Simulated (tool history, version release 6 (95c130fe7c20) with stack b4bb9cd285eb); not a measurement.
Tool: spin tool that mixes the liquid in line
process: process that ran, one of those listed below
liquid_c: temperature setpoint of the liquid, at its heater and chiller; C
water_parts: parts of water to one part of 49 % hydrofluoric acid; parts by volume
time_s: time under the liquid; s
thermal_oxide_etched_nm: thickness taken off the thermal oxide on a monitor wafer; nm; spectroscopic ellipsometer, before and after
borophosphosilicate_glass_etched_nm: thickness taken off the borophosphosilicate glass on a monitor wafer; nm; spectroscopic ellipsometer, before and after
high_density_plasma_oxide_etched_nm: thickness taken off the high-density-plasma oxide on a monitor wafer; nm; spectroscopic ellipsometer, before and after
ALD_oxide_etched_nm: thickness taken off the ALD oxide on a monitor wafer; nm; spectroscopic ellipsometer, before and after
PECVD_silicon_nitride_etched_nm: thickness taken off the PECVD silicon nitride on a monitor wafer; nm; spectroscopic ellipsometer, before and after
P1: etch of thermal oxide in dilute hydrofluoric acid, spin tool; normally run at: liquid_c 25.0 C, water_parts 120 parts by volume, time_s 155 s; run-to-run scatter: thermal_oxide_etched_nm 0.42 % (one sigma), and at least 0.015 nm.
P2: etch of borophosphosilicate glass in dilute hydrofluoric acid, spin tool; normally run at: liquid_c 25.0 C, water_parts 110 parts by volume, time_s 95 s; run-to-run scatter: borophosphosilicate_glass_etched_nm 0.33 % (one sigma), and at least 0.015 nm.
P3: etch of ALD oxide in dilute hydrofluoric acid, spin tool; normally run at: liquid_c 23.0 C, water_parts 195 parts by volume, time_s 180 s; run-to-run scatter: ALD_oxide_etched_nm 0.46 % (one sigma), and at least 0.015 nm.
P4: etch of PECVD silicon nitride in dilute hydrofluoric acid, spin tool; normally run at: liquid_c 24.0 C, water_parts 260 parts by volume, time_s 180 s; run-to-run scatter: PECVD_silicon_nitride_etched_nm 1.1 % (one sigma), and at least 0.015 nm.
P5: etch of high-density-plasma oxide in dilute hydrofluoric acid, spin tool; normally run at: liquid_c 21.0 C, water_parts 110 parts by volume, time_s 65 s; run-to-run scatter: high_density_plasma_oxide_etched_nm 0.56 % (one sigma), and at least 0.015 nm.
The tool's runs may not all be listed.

run,day,process,liquid_c,water_parts,time_s,hours since the thermometer was replaced,hours since the hydrofluoric acid flow meter was replaced,thermal_oxide_etched_nm,borophosphosilicate_glass_etched_nm,high_density_plasma_oxide_etched_nm,ALD_oxide_etched_nm,PECVD_silicon_nitride_etched_nm
1,0.375,P1,25.0,120,155,144.0,407.4,6.0972,,,,
2,0.921,P2,25.0,35,95,157.1,420.5,,118.360,,,
3,1.350,P5,21.0,110,130,167.4,430.8,,,8.2377,,
4,1.892,P2,17.5,110,95,180.4,443.8,,25.429,,,
5,2.362,P1,25.0,45,155,191.7,455.1,17.7520,,,,
6,2.967,P1,31.5,120,155,206.2,469.6,7.7142,,,,
7,3.346,P1,25.0,120,155,215.3,478.7,6.0518,,,,
8,3.725,P3,23.0,335,180,224.4,487.8,,,,9.0516,
9,4.075,P5,21.0,110,65,232.8,496.2,,,4.0472,,
10,4.529,P1,25.0,120,250,243.7,507.1,9.7780,,,,
11,4.912,P1,25.0,120,155,252.9,516.3,6.0308,,,,
12,5.283,P4,24.0,260,15,261.8,525.2,,,,,0.1851
13,5.850,P2,25.0,110,140,275.4,538.8,,50.499,,,
14,6.362,P3,23.0,195,180,287.7,551.1,,,,17.7480,
15,6.946,P3,23.0,195,20,301.7,565.1,,,,1.9735,
16,7.321,P1,25.0,120,155,310.7,574.1,6.0356,,,,
17,7.921,P3,17.5,195,180,325.1,588.5,,,,14.5130,
18,8.296,P2,25.0,110,95,334.1,597.5,,34.482,,,
19,8.742,P5,28.5,110,65,344.8,608.2,,,5.4543,,
20,9.104,P4,24.0,260,180,353.5,616.9,,,,,2.3109
21,9.496,P1,25.0,120,155,362.9,626.3,6.0536,,,,
22,10.088,P2,25.0,110,95,377.1,640.5,,34.532,,,
23,10.650,P1,25.0,120,155,390.6,654.0,6.0216,,,,
24,11.046,P5,21.0,195,65,400.1,663.5,,,2.0734,,
25,11.496,P1,25.0,185,155,410.9,674.3,3.6442,,,,
26,11.983,P5,21.0,110,65,422.6,686.0,,,4.0953,,
27,12.321,P1,17.5,195,155,430.7,694.1,2.5590,,,,
28,12.854,P4,24.0,55,180,443.5,706.9,,,,,10.5250
29,13.204,P1,25.0,120,155,451.9,715.3,6.0310,,,,
30,13.504,P4,18.5,260,180,459.1,722.5,,,,,1.6247
31,14.025,P1,17.0,120,155,471.6,735.0,4.4063,,,,
32,14.408,P1,25.0,120,60,480.8,744.2,2.3619,,,,
33,14.704,P1,25.0,120,155,487.9,751.3,6.0432,,,,
34,15.092,P1,25.0,120,155,497.2,760.6,6.1942,,,,
35,15.538,P1,25.0,120,155,507.9,771.3,6.2648,,,,
36,15.983,P1,25.0,120,155,518.6,782.0,6.3811,,,,
37,16.300,P1,25.0,120,155,526.2,789.6,6.3904,,,,
38,16.688,P1,25.0,120,155,535.5,798.9,6.3586,,,,
39,17.242,P1,25.0,120,155,548.8,812.2,6.3933,,,,
40,17.700,P1,25.0,120,155,559.8,823.2,6.4574,,,,
41,18.242,P1,25.0,120,155,572.8,836.2,6.4083,,,,
42,18.546,P1,25.0,120,155,580.1,843.5,6.3816,,,,
43,18.879,P1,25.0,120,155,588.1,851.5,6.4609,,,,

What P1 gives has crept away from where it was. These 2 causes fit the log equally well, each at the size given:
A: hydrofluoric acid flow above the setpoint (%) = 5.58
B: liquid hotter than its thermometer reads (K) = 1.62
The creep began at about day 14.704.

4 check runs are offered, each on 5 wafers whose results are averaged, their results left as question marks. Which one tells the causes apart?
check 1,19.212,P3,23.0,195,180,,,,,,?,
check 2,19.212,P4,24.0,260,180,,,,,,,?
check 3,19.212,P5,21.0,110,65,,,,,?,,
check 4,19.212,P2,25.0,110,95,,,,?,,,

What each check would give under each cause:
check,result,if A,if B
check 1,ALD_oxide_etched_nm,19.1430,19.0460
check 2,PECVD_silicon_nitride_etched_nm,2.4449,2.5591
check 3,high_density_plasma_oxide_etched_nm,4.3100,4.3280
check 4,borophosphosilicate_glass_etched_nm,36.524,36.566
How far apart the two closest causes lie, in the result that separates them most: check 1 0.51 %; check 2 4.57 %; check 3 0.42 %; check 4 0.12 %
Check 2 tells the causes apart: in the others they would give nearly the same result.

Check 2 was then run and gave: PECVD_silicon_nitride_etched_nm 2.5827 nm. Which cause is it?

It is B: liquid hotter than its thermometer reads (K).
